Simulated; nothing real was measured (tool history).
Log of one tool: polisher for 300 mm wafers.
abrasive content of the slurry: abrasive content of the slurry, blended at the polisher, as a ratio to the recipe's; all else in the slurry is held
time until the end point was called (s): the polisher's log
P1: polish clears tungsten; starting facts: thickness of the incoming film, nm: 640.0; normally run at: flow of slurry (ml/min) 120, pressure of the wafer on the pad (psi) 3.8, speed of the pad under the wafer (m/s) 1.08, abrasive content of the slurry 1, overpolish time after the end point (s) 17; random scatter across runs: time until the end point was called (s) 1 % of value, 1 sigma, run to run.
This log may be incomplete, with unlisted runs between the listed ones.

| run | hour | flow of slurry (ml/min) | pressure of the wafer on the pad (psi) | speed of the pad under the wafer (m/s) | abrasive content of the slurry | overpolish time after the end point (s) | wafers polished on this pad | hours since the slurry nozzle was cleaned | hours since the head pressure was calibrated | hours since the slurry blender was calibrated | hours since the slurry got fresh peroxide | time until the end point was called (s) |
|---|---|---|---|---|---|---|---|---|---|---|---|---|
| 1 | 12.8 | 120 | 3.8 | 1.08 | 1 | 17 | 658 | 70.1 | 500.1 | 157.4 | 34 | 120.54 |
| 2 | 21.5 | 120 | 3.8 | 1.08 | 1 | 7 | 712 | 78.8 | 508.8 | 166.1 | 42.7 | 120.11 |
| 3 | 36.4 | 180 | 5.2 | 1.08 | 1 | 17 | 803 | 93.7 | 523.7 | 181 | 57.6 | 83.131 |
| 4 | 52 | 120 | 3.8 | 1.08 | 1 | 17 | 899 | 109.3 | 539.3 | 196.6 | 73.2 | 122.25 |
| 5 | 61.2 | 120 | 5.4 | 1.08 | 1 | 17 | 955 | 118.5 | 548.5 | 205.8 | 82.4 | 84.636 |
| 6 | 68.3 | 120 | 1.8 | 1.08 | 1 | 17 | 999 | 125.6 | 555.6 | 212.9 | 89.5 | 254.51 |
| 7 | 79.8 | 120 | 3.8 | 1.08 | 1 | 33 | 1069 | 137.1 | 567.1 | 224.4 | 101 | 120.12 |
| 8 | 95.9 | 120 | 3.8 | 1.08 | 1 | 17 | 1168 | 153.2 | 583.2 | 240.5 | 117.1 | 119.88 |
| 9 | 103.4 | 160 | 3.8 | 1.08 | 1 | 17 | 1214 | 160.7 | 590.7 | 248 | 124.6 | 115.13 |
| 10 | 110.8 | 120 | 3.8 | 1.08 | 1.5 | 17 | 1259 | 168.1 | 598.1 | 255.4 | 132 | 111.28 |
| 11 | 122.8 | 120 | 3.8 | 1.08 | 0.5 | 17 | 1333 | 180.1 | 610.1 | 267.4 | 144 | 143.03 |
| 12 | 136.1 | 120 | 3.8 | 1.08 | 1 | 17 | 1414 | 193.4 | 623.4 | 280.7 | 157.3 | 120.97 |
| 13 | 144.4 | 120 | 3.8 | 1.64 | 1 | 17 | 1465 | 201.7 | 631.7 | 289 | 165.6 | 80.401 |
| 14 | 152.7 | 70 | 3.8 | 1.08 | 1 | 17 | 1516 | 210 | 640 | 297.3 | 173.9 | 139.72 |
| 15 | 164.8 | 120 | 3.8 | 0.48 | 1 | 17 | 1590 | 222.1 | 652.1 | 309.4 | 186 | 272.02 |
| 16 | 180.4 | 120 | 3.8 | 1.08 | 1 | 17 | 1686 | 237.7 | 667.7 | 325 | 201.6 | 119.81 |
| 17 | 188.3 | 120 | 3.8 | 1.08 | 1 | 17 | 1734 | 245.6 | 675.6 | 332.9 | 209.5 | 120.83 |
| 18 | 200.2 | 120 | 3.8 | 1.08 | 1 | 17 | 1807 | 257.5 | 687.5 | 344.8 | 221.4 | 126.36 |
| 19 | 209.1 | 120 | 3.8 | 1.08 | 1 | 17 | 1862 | 266.4 | 696.4 | 353.7 | 230.3 | 127.34 |
| 20 | 219 | 120 | 3.8 | 1.08 | 1 | 17 | 1923 | 276.3 | 706.3 | 363.6 | 240.2 | 130.27 |
|  | 226.4 | slurry tank refilled with fresh slurry and peroxide |
| 21 | 226.6 | 120 | 3.8 | 1.08 | 1 | 17 | 1969 | 283.9 | 713.9 | 371.2 | 0.2 | 131.56 |
|  | 227.1 | head pressure recalibrated |
| 22 | 235.7 | 120 | 3.8 | 1.08 | 1 | 17 | 2025 | 293 | 8.6 | 380.3 | 9.3 | 134.5 |
|  | 237.9 | worn pad replaced by a new one |
| 23 | 248.9 | 120 | 3.8 | 1.08 | 1 | 17 | 67 | 306.2 | 21.8 | 393.5 | 22.5 | 131.4 |
| 24 | 256.3 | 120 | 3.8 | 1.08 | 1 | 17 | 112 | 313.6 | 29.2 | 400.9 | 29.9 | 135.17 |

Compared with where it was, what P1 gives has crept away. Each cause listed below fits the log as well as the rest, at the size given for it:
A: abrasive missing from the slurry, % = 35
B: slurry flow missing at the pad, % = 32.4
At approximately hour 188.3, the process output began to creep.
Every other cause this tool's parts could produce, and why it does not fit the log:
removal rate lost through wear of the pad, %: serviced after onset, at hour 237.9, with no recovery of the prior output
head's pressure below its setpoint, %: serviced after onset, at hour 227.1, with no recovery of the prior output
peroxide lost from the slurry, %: serviced after onset, at hour 226.4, with no recovery of the prior output

The 4 check runs listed below each average the results of 2 wafers, and their outcomes are marked with question marks. Under which run would the listed causes produce clearly different results?
| check 1 | 263.7 | 120 | 3.8 | 0.5 | 1.5 | 17 |  |  |  |  |  | ? |
| check 2 | 263.7 | 120 | 3.8 | 1.08 | 0.5 | 9 |  |  |  |  |  | ? |
| check 3 | 263.7 | 70 | 4.8 | 1.08 | 1 | 17 |  |  |  |  |  | ? |
| check 4 | 263.7 | 120 | 3.8 | 1.6 | 1.3 | 17 |  |  |  |  |  | ? |

Outcome of each check run for each possible cause:
| check | result | if A | if B |
|---|---|---|---|
| check 1 | time until the end point was called (s) | 263.3 | 262.19 |
| check 2 | time until the end point was called (s) | 155.69 | 156.8 |
| check 3 | time until the end point was called (s) | 122.72 | 129.89 |
| check 4 | time until the end point was called (s) | 85.086 | 84.846 |
Per check, the gap between the least separated pair of causes, taken in the result that splits them most: check 1 0.42 %; check 2 0.71 %; check 3 5.67 %; check 4 0.28 %
Only in check 3 would the causes give clearly different results; in the remaining checks their results would be nearly the same.

After running check 3, the following was obtained: time until the end point was called (s) 122.86. Which cause does this point to?

It is A: abrasive missing from the slurry, %.

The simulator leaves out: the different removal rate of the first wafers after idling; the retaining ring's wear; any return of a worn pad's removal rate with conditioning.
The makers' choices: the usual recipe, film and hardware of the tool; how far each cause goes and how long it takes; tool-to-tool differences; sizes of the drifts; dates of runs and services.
